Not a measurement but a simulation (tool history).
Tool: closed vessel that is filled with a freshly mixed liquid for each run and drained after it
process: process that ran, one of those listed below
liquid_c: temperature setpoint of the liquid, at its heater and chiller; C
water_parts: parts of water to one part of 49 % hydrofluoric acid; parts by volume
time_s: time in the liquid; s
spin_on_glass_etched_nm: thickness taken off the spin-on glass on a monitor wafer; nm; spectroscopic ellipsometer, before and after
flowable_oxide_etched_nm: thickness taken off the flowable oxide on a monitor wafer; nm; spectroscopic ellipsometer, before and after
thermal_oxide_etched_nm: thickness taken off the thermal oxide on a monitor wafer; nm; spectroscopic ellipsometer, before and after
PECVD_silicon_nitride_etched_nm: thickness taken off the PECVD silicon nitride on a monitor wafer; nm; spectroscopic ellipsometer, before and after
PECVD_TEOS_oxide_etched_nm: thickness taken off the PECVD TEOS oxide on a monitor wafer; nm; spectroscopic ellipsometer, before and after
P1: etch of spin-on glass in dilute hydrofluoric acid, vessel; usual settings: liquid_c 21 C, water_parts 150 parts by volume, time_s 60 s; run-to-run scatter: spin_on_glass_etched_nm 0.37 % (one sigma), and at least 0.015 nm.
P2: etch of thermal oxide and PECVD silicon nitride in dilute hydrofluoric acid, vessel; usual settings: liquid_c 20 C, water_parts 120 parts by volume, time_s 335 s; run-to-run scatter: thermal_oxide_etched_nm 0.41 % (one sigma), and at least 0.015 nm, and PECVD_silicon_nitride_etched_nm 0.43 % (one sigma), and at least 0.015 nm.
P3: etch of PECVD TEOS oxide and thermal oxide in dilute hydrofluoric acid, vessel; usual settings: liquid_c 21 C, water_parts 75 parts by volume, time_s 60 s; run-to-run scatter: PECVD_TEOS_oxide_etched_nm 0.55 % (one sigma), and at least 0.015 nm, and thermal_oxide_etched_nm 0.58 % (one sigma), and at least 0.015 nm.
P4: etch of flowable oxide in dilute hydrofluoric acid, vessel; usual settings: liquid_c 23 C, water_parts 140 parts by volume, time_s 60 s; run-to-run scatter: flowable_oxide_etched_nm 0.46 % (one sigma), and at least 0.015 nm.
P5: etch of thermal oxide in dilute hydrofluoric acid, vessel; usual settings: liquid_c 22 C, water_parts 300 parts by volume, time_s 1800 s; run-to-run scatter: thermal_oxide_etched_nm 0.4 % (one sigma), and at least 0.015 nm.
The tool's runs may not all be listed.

run,hour,process,liquid_c,water_parts,time_s,spin_on_glass_etched_nm,flowable_oxide_etched_nm,thermal_oxide_etched_nm,PECVD_silicon_nitride_etched_nm,PECVD_TEOS_oxide_etched_nm
1,7.7,P1,21,150,60,11.747,,,,
2,21.7,P4,23,140,60,,23.467,,,
3,29.8,P1,21,45,60,44.186,,,,
4,36.1,P1,21,220,60,7.4491,,,,
5,49.1,P1,21,150,60,11.687,,,,
6,56.4,P4,23,55,60,,65.876,,,
7,66.3,P5,22,300,1800,,,20.67,,
8,80.4,P1,28.5,150,30,7.8019,,,,
9,86.7,P5,17,300,1800,,,17.243,,
10,99.1,P2,20,120,30,,,0.92448,0.92244,
11,109.5,P2,17,120,335,,,9.3545,8.5526,
12,121.3,P2,20,20,335,,,71.078,59.484,
13,134,P1,21,150,60,11.736,,,,
14,145.5,P3,21,75,60,,,3.6384,,11.958
15,160.1,P5,22,300,1800,,,20.634,,
16,166.9,P2,20,120,335,,,10.55,10.536,
17,177.4,P1,21,150,60,11.758,,,,
18,184.1,P5,22,300,2970,,,34.211,,
19,196.2,P1,21,150,30,5.853,,,,
20,204.3,P4,23,140,60,,23.373,,,
# hour 213.8: hydrofluoric acid flow meter replaced
21,217.3,P1,21,150,60,11.696,,,,
22,225.5,P1,26,150,60,14.252,,,,
23,232.2,P1,21,150,110,21.459,,,,
24,246.8,P4,17,140,60,,18.475,,,
25,261.3,P1,21,150,60,11.712,,,,

Run 26 comes next. What will it give?
26,271.8,P5,22,55,1800,,,?,,

{"run 26": {"thermal_oxide_etched_nm": 145.58}}
